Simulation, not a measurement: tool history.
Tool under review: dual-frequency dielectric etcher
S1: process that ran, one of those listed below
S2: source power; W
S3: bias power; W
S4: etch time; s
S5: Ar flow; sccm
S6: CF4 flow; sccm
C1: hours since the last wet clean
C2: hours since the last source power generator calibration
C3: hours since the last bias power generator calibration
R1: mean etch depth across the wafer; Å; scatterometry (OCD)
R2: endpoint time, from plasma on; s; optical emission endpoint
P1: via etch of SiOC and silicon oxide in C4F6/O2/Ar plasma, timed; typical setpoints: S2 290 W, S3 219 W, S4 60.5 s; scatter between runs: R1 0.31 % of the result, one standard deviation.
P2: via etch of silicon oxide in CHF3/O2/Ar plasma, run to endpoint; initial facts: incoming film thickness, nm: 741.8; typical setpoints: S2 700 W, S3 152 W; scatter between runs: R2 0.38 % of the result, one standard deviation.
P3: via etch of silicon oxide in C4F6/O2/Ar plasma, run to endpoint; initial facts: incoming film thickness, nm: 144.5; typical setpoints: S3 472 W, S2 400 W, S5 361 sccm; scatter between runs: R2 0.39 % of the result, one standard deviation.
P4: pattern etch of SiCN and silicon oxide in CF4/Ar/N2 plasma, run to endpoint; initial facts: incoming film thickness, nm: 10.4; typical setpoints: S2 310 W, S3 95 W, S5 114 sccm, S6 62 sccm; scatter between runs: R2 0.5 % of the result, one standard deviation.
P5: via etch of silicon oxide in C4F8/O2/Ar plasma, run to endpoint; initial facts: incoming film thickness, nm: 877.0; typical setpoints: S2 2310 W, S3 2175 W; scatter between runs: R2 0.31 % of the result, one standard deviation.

run 1 hour=7.9 | S1=P1 S2=290 S3=219 S4=60.5 | C1=399.2 C2=1236 C3=724.7 | R1=648.69
run 2 hour=16.8 | S1=P4 S2=390 S3=95 S5=114 S6=62 | C1=408.1 C2=1244.9 C3=733.6 | R2=12.961
run 3 hour=23 | S1=P2 S2=700 S3=152 | C1=414.3 C2=1251.1 C3=739.8 | R2=359.09
run 4 hour=30.2 | S1=P5 S2=3010 S3=2175 | C1=421.5 C2=1258.3 C3=747 | R2=145.68
run 5 hour=37.1 | S1=P1 S2=400 S3=219 S4=44 | C1=428.4 C2=1265.2 C3=753.9 | R1=534.35
run 6 hour=44.1 | S1=P5 S2=2310 S3=2175 | C1=435.4 C2=1272.2 C3=760.9 | R2=162.22
run 7 hour=50.8 | S1=P2 S2=700 S3=209 | C1=442.1 C2=1278.9 C3=767.6 | R2=327.46
run 8 hour=54.9 | S1=P3 S2=320 S3=472 S5=361 | C1=446.2 C2=1283 C3=771.7 | R2=36.651
run 9 hour=61.7 | S1=P1 S2=400 S3=219 S4=60.5 | C1=453 C2=1289.8 C3=778.5 | R1=737.39
run 10 hour=68.6 | S1=P2 S2=450 S3=152 | C1=459.9 C2=1296.7 C3=785.4 | R2=428.23
run 11 hour=74.7 | S1=P3 S2=400 S3=472 S5=467 | C1=466 C2=1302.8 C3=791.5 | R2=34.456
run 12 hour=83.6 | S1=P1 S2=290 S3=219 S4=44 | C1=474.9 C2=1311.7 C3=800.4 | R1=472.15
run 13 hour=90.5 | S1=P5 S2=2310 S3=3046 | C1=481.8 C2=1318.6 C3=807.3 | R2=146.18
run 14 hour=95.9 | S1=P1 S2=290 S3=219 S4=60.5 | C1=487.2 C2=1324 C3=812.7 | R1=648.88
run 15 hour=102.7 | S1=P4 S2=310 S3=95 S5=87 S6=62 | C1=494 C2=1330.8 C3=819.5 | R2=15.199
run 16 hour=110.7 | S1=P1 S2=290 S3=149 S4=60.5 | C1=502 C2=1338.8 C3=827.5 | R1=575.73
run 17 hour=119 | S1=P4 S2=310 S3=95 S5=114 S6=62 | C1=510.3 C2=1347.1 C3=835.8 | R2=15.74
run 18 hour=123.4 | S1=P1 S2=290 S3=219 S4=60.5 | C1=514.7 C2=1351.5 C3=840.2 | R1=650.34
run 19 hour=130 | S1=P1 S2=290 S3=219 S4=81 | C1=521.3 C2=1358.1 C3=846.8 | R1=866.16
run 20 hour=135.2 | S1=P4 S2=310 S3=95 S5=114 S6=44 | C1=526.5 C2=1363.3 C3=852 | R2=16.528
-- hour=138.1 source power generator calibrated
run 21 hour=142 | S1=P1 S2=190 S3=219 S4=60.5 | C1=533.3 C2=4 C3=858.8 | R1=555.65
run 22 hour=146.7 | S1=P3 S2=400 S3=472 S5=361 | C1=538 C2=8.7 C3=863.5 | R2=33.467
run 23 hour=153.5 | S1=P1 S2=290 S3=219 S4=60.5 | C1=544.8 C2=15.5 C3=870.3 | R1=651.87
run 24 hour=162.6 | S1=P3 S2=400 S3=610 S5=361 | C1=553.9 C2=24.6 C3=879.4 | R2=30.275
run 25 hour=172.1 | S1=P1 S2=180 S3=219 S4=81.5 | C1=563.4 C2=34.1 C3=888.9 | R1=734.07
run 26 hour=179.4 | S1=P1 S2=290 S3=278 S4=60.5 | C1=570.7 C2=41.4 C3=896.2 | R1=707.35
run 27 hour=187.3 | S1=P1 S2=290 S3=219 S4=60.5 | C1=578.6 C2=49.3 C3=904.1 | R1=655.64
run 28 hour=192.4 | S1=P4 S2=310 S3=68 S5=114 S6=62 | C1=583.7 C2=54.4 C3=909.2 | R2=17.731
run 29 hour=199 | S1=P1 S2=290 S3=219 S4=60.5 | C1=590.3 C2=61 C3=915.8 | R1=652.57

Predict the results of run 30:
run 30 hour=203.2 | S1=P1 S2=290 S3=219 S4=60.5 | C1=594.5 C2=65.2 C3=920 | R1=?

R1: 649.45 Å
